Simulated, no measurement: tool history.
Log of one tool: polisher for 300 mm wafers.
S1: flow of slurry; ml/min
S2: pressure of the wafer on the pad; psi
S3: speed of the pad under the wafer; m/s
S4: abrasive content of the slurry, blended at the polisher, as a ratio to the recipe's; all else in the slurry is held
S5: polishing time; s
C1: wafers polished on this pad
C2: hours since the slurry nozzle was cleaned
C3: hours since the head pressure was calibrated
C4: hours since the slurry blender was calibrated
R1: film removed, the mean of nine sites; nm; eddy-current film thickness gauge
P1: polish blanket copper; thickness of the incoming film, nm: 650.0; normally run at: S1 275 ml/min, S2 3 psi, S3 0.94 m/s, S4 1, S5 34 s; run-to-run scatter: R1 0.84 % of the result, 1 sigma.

| run | hour | S1 | S2 | S3 | S4 | S5 | C1 | C2 | C3 | C4 | R1 |
|---|---|---|---|---|---|---|---|---|---|---|---|
| 1 | 8.6 | 275 | 3 | 0.94 | 1 | 34 | 861 | 181.6 | 933.2 | 57.5 | 104.19 |
| 2 | 24.1 | 175 | 3 | 0.94 | 1 | 50 | 1036 | 197.1 | 948.7 | 73 | 147.91 |
| 3 | 38 | 275 | 3 | 0.94 | 1 | 48 | 1193 | 211 | 962.6 | 86.9 | 149.42 |
| 4 | 50.3 | 275 | 3 | 1.18 | 1 | 34 | 1332 | 223.3 | 974.9 | 99.2 | 132.64 |
| 5 | 58.7 | 275 | 3 | 0.94 | 1.5 | 34 | 1427 | 231.7 | 983.3 | 107.6 | 115.6 |
| 6 | 68.9 | 275 | 1.7 | 0.94 | 1 | 34 | 1542 | 241.9 | 993.5 | 117.8 | 60.657 |
| 7 | 79.9 | 275 | 3 | 0.94 | 1 | 16 | 1666 | 252.9 | 1004.5 | 128.8 | 50.264 |
| 8 | 89.8 | 385 | 3 | 0.94 | 0.7 | 34 | 1778 | 262.8 | 1014.4 | 138.7 | 101.42 |
| 9 | 101.5 | 400 | 3 | 0.94 | 1 | 34 | 1910 | 274.5 | 1026.1 | 150.4 | 108.87 |
| 10 | 115.1 | 275 | 3 | 0.94 | 1 | 34 | 2064 | 288.1 | 1039.7 | 164 | 105.26 |
| 11 | 129.1 | 275 | 3 | 0.94 | 0.55 | 34 | 2222 | 302.1 | 1053.7 | 178 | 93.073 |
| 12 | 143.3 | 275 | 3 | 0.94 | 1 | 34 | 2382 | 316.3 | 1067.9 | 192.2 | 103.86 |
| 13 | 156.7 | 165 | 3 | 0.94 | 1 | 34 | 2534 | 329.7 | 1081.3 | 205.6 | 98.979 |
| 14 | 173.4 | 275 | 3 | 0.62 | 1 | 34 | 2722 | 346.4 | 1098 | 222.3 | 70.132 |
| 15 | 189.7 | 275 | 3 | 0.94 | 1 | 34 | 2907 | 362.7 | 1114.3 | 238.6 | 104.96 |
| 16 | 200 | 275 | 3 | 0.94 | 1 | 34 | 3023 | 373 | 1124.6 | 248.9 | 106.19 |
| 17 | 217.2 | 275 | 3 | 0.94 | 1 | 34 | 3217 | 390.2 | 1141.8 | 266.1 | 105.24 |
| 18 | 234.4 | 275 | 4.3 | 0.94 | 1 | 34 | 3411 | 407.4 | 1159 | 283.3 | 150.92 |

Forecast run 19:
| 19 | 244 | 275 | 3 | 0.94 | 1 | 34 | 3520 | 417 | 1168.6 | 292.9 | ? |

R1: 106.41 nm
